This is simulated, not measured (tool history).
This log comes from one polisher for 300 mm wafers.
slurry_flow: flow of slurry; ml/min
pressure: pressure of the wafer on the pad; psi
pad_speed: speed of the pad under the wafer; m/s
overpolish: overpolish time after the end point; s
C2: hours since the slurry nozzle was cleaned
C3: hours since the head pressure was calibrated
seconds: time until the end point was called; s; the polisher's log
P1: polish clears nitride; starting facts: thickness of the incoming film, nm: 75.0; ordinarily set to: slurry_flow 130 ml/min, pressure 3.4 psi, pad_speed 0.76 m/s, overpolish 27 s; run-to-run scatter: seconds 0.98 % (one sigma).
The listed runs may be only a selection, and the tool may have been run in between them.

{"run": 1, "hour": 4.7, "slurry_flow": 130, "pressure": 3.4, "pad_speed": 0.76, "overpolish": 27, "wafers polished on this pad": 502, "C2": 259.2, "C3": 341.5, "seconds": 88.582}
{"run": 2, "hour": 8.8, "slurry_flow": 130, "pressure": 3.4, "pad_speed": 0.34, "overpolish": 27, "wafers polished on this pad": 547, "C2": 263.3, "C3": 345.6, "seconds": 194.23}
{"run": 3, "hour": 14.8, "slurry_flow": 130, "pressure": 5.0, "pad_speed": 0.76, "overpolish": 27, "wafers polished on this pad": 614, "C2": 269.3, "C3": 351.6, "seconds": 59.567}
{"run": 4, "hour": 21.5, "slurry_flow": 130, "pressure": 3.4, "pad_speed": 1.1, "overpolish": 27, "wafers polished on this pad": 689, "C2": 276.0, "C3": 358.3, "seconds": 61.135}
{"run": 5, "hour": 27.6, "slurry_flow": 160, "pressure": 3.4, "pad_speed": 1.14, "overpolish": 27, "wafers polished on this pad": 757, "C2": 282.1, "C3": 364.4, "seconds": 56.96}
{"run": 6, "hour": 32.5, "slurry_flow": 80, "pressure": 3.4, "pad_speed": 0.76, "overpolish": 27, "wafers polished on this pad": 812, "C2": 287.0, "C3": 369.3, "seconds": 101.53}
{"hour": 39.4, "done": "head pressure recalibrated"}
{"run": 7, "hour": 39.7, "slurry_flow": 130, "pressure": 3.4, "pad_speed": 0.76, "overpolish": 8, "wafers polished on this pad": 892, "C2": 294.2, "C3": 0.4, "seconds": 88.314}
{"run": 8, "hour": 47.1, "slurry_flow": 200, "pressure": 3.4, "pad_speed": 0.76, "overpolish": 27, "wafers polished on this pad": 975, "C2": 301.6, "C3": 7.8, "seconds": 82.348}
{"run": 9, "hour": 52.0, "slurry_flow": 130, "pressure": 1.6, "pad_speed": 0.76, "overpolish": 27, "wafers polished on this pad": 1029, "C2": 306.5, "C3": 12.7, "seconds": 190.24}
{"hour": 52.3, "done": "slurry nozzle cleaned"}
{"run": 10, "hour": 57.4, "slurry_flow": 130, "pressure": 3.4, "pad_speed": 0.76, "overpolish": 27, "wafers polished on this pad": 1090, "C2": 5.2, "C3": 18.1, "seconds": 88.129}
{"run": 11, "hour": 63.4, "slurry_flow": 130, "pressure": 3.4, "pad_speed": 0.76, "overpolish": 27, "wafers polished on this pad": 1157, "C2": 11.2, "C3": 24.1, "seconds": 87.054}
{"run": 12, "hour": 69.0, "slurry_flow": 130, "pressure": 3.4, "pad_speed": 0.58, "overpolish": 12, "wafers polished on this pad": 1219, "C2": 16.8, "C3": 29.7, "seconds": 116.83}
{"run": 13, "hour": 74.1, "slurry_flow": 130, "pressure": 3.4, "pad_speed": 0.76, "overpolish": 53, "wafers polished on this pad": 1276, "C2": 21.9, "C3": 34.8, "seconds": 88.914}
{"run": 14, "hour": 81.8, "slurry_flow": 100, "pressure": 3.4, "pad_speed": 0.76, "overpolish": 15, "wafers polished on this pad": 1362, "C2": 29.6, "C3": 42.5, "seconds": 91.552}
{"run": 15, "hour": 89.0, "slurry_flow": 130, "pressure": 3.4, "pad_speed": 0.76, "overpolish": 27, "wafers polished on this pad": 1442, "C2": 36.8, "C3": 49.7, "seconds": 87.589}
{"run": 16, "hour": 96.2, "slurry_flow": 130, "pressure": 3.4, "pad_speed": 0.76, "overpolish": 27, "wafers polished on this pad": 1523, "C2": 44.0, "C3": 56.9, "seconds": 87.238}
{"run": 17, "hour": 101.1, "slurry_flow": 130, "pressure": 3.4, "pad_speed": 0.76, "overpolish": 27, "wafers polished on this pad": 1577, "C2": 48.9, "C3": 61.8, "seconds": 93.257}
{"run": 18, "hour": 107.7, "slurry_flow": 130, "pressure": 3.4, "pad_speed": 0.76, "overpolish": 27, "wafers polished on this pad": 1651, "C2": 55.5, "C3": 68.4, "seconds": 97.015}

Predict the results of run 19:
{"run": 19, "hour": 111.8, "slurry_flow": 130, "pressure": 3.4, "pad_speed": 0.76, "overpolish": 27, "wafers polished on this pad": 1697, "C2": 59.6, "C3": 72.5, "seconds": "?"}

{"run 19": {"seconds": 97.703}}

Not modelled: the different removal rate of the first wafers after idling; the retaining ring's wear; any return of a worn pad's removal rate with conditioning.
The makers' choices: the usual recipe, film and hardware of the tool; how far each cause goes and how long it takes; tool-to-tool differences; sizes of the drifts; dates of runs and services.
